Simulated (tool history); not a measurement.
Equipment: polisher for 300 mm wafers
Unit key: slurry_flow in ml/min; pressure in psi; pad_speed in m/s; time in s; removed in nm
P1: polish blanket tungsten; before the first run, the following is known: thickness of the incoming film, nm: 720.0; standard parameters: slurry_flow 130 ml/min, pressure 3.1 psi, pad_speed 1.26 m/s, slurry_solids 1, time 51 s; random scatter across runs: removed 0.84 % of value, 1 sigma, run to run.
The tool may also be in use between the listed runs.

Run 1, day 0.538: slurry_flow 130 ml/min, pressure 3.1 psi, pad_speed 1.26 m/s, slurry_solids 1, time 51 s. Result: removed 213.15 nm.
Run 2, day 1.008: slurry_flow 80 ml/min, pressure 3.1 psi, pad_speed 1.26 m/s, slurry_solids 1, time 51 s. Result: removed 194.66 nm.
Run 3, day 1.658: slurry_flow 130 ml/min, pressure 3.1 psi, pad_speed 0.76 m/s, slurry_solids 1, time 51 s. Result: removed 130.7 nm.
Run 4, day 2.238: slurry_flow 130 ml/min, pressure 3.1 psi, pad_speed 1.26 m/s, slurry_solids 1, time 51 s. Result: removed 218.64 nm.
At day 2.608: worn pad replaced by a new one.
Run 5, day 2.979: slurry_flow 130 ml/min, pressure 3.1 psi, pad_speed 1.92 m/s, slurry_solids 1, time 51 s. Result: removed 329.28 nm.
Run 6, day 3.704: slurry_flow 130 ml/min, pressure 3.1 psi, pad_speed 1.26 m/s, slurry_solids 1, time 51 s. Result: removed 218.21 nm.
Run 7, day 4.121: slurry_flow 130 ml/min, pressure 3.1 psi, pad_speed 1.26 m/s, slurry_solids 1, time 51 s. Result: removed 216.88 nm.
Run 8, day 4.575: slurry_flow 130 ml/min, pressure 3.1 psi, pad_speed 1.26 m/s, slurry_solids 1, time 26 s. Result: removed 111.34 nm.
Run 9, day 4.983: slurry_flow 130 ml/min, pressure 3.1 psi, pad_speed 1.26 m/s, slurry_solids 1, time 51 s. Result: removed 216.99 nm.
Run 10, day 5.388: slurry_flow 130 ml/min, pressure 3.1 psi, pad_speed 1.26 m/s, slurry_solids 1, time 51 s. Result: removed 217.48 nm.
At day 5.625: slurry blender recalibrated.
Run 11, day 5.825: slurry_flow 130 ml/min, pressure 3.1 psi, pad_speed 1.26 m/s, slurry_solids 1.45, time 51 s. Result: removed 235.77 nm.
Run 12, day 6.3: slurry_flow 130 ml/min, pressure 4.8 psi, pad_speed 1.26 m/s, slurry_solids 1, time 51 s. Result: removed 340.63 nm.
Run 13, day 6.65: slurry_flow 130 ml/min, pressure 3.1 psi, pad_speed 1.26 m/s, slurry_solids 0.65, time 51 s. Result: removed 194.04 nm.
Run 14, day 7.329: slurry_flow 130 ml/min, pressure 1.4 psi, pad_speed 1.26 m/s, slurry_solids 1, time 51 s. Result: removed 98.356 nm.
Run 15, day 7.833: slurry_flow 205 ml/min, pressure 3.1 psi, pad_speed 1.26 m/s, slurry_solids 1, time 51 s. Result: removed 232.85 nm.
Run 16, day 8.35: slurry_flow 130 ml/min, pressure 3.1 psi, pad_speed 1.26 m/s, slurry_solids 1, time 74 s. Result: removed 319.76 nm.
Run 17, day 8.933: slurry_flow 130 ml/min, pressure 4.7 psi, pad_speed 1.8 m/s, slurry_solids 1, time 51 s. Result: removed 470.21 nm.
Run 18, day 9.275: slurry_flow 130 ml/min, pressure 3.1 psi, pad_speed 1.26 m/s, slurry_solids 1, time 51 s. Result: removed 216.5 nm.
Run 19, day 9.754: slurry_flow 130 ml/min, pressure 3.1 psi, pad_speed 1.26 m/s, slurry_solids 1, time 51 s. Result: removed 209.9 nm.
Run 20, day 10.233: slurry_flow 130 ml/min, pressure 3.1 psi, pad_speed 1.26 m/s, slurry_solids 1, time 51 s. Result: removed 206.01 nm.
Run 21, day 10.758: slurry_flow 130 ml/min, pressure 3.1 psi, pad_speed 1.26 m/s, slurry_solids 1, time 51 s. Result: removed 204.23 nm.
At day 11.104: head pressure recalibrated.
Run 22, day 11.342: slurry_flow 130 ml/min, pressure 3.1 psi, pad_speed 1.26 m/s, slurry_solids 1, time 51 s. Result: removed 201.96 nm.
At day 11.662: slurry blender recalibrated.
At day 11.696: worn pad replaced by a new one.
Run 23, day 11.738: slurry_flow 130 ml/min, pressure 3.1 psi, pad_speed 1.26 m/s, slurry_solids 1, time 51 s. Result: removed 201.5 nm.
Run 24, day 12.075: slurry_flow 130 ml/min, pressure 3.1 psi, pad_speed 1.26 m/s, slurry_solids 1, time 51 s. Result: removed 201.63 nm.
Run 25, day 12.538: slurry_flow 130 ml/min, pressure 3.1 psi, pad_speed 1.26 m/s, slurry_solids 1, time 51 s. Result: removed 202.16 nm.
Run 26, day 13.267: slurry_flow 130 ml/min, pressure 3.1 psi, pad_speed 1.26 m/s, slurry_solids 1, time 51 s. Result: removed 200.92 nm.
Run 27, day 13.904: slurry_flow 130 ml/min, pressure 3.1 psi, pad_speed 1.26 m/s, slurry_solids 1, time 51 s. Result: removed 198.78 nm.
Run 28, day 14.254: slurry_flow 130 ml/min, pressure 3.1 psi, pad_speed 1.26 m/s, slurry_solids 1, time 51 s. Result: removed 197.18 nm.

P1 has crept away from where it was. The log is fitted equally well by each of these 2 causes, at the sizes shown:
A: slurry flow missing at the pad, % = 30.2
B: peroxide lost from the slurry, % = 19.3
The onset of the drift is placed at about day 9.275.
Other possible causes, and why each is ruled out:
removal rate lost through wear of the pad, %: serviced at day 11.696, after the drift had started, without restoring the earlier output
head's pressure below its setpoint, %: serviced at day 11.104, after the drift had started, without restoring the earlier output
abrasive missing from the slurry, %: serviced at day 11.662, after the drift had started, without restoring the earlier output

Of the 4 check runs below, each run on 3 wafers with the results averaged and each result still a question mark, which one would tell the listed causes apart?
Run check 1, day 14.604: slurry_flow 85 ml/min, pressure 3.1 psi, pad_speed 1.26 m/s, slurry_solids 1, time 31 s. Result: removed ?.
Run check 2, day 14.604: slurry_flow 130 ml/min, pressure 3.1 psi, pad_speed 1.92 m/s, slurry_solids 1.2, time 51 s. Result: removed ?.
Run check 3, day 14.604: slurry_flow 130 ml/min, pressure 1.7 psi, pad_speed 1.26 m/s, slurry_solids 1, time 66 s. Result: removed ?.
Run check 4, day 14.604: slurry_flow 130 ml/min, pressure 3.1 psi, pad_speed 1.26 m/s, slurry_solids 1.45, time 71 s. Result: removed ?.

What each check would give under each cause:
  check   result    if A    if B
check 1  removed  105.36  109.34
check 2  removed  316.91   316.9
check 3  removed  141.31  141.31
check 4  removed  303.14  303.13
Minimum pairwise separation of causes per check, each pair taken at its best-separating result: check 1 3.7 %; check 2 0 %; check 3 0 %; check 4 0 %
Check 1 is the one run that separates the causes; every other check would come out nearly the same whichever cause is at work.

The results of check 1 are: removed 109.77 nm. Based on these, which of the listed causes is it?

The correct cause is B, namely: peroxide lost from the slurry, %.
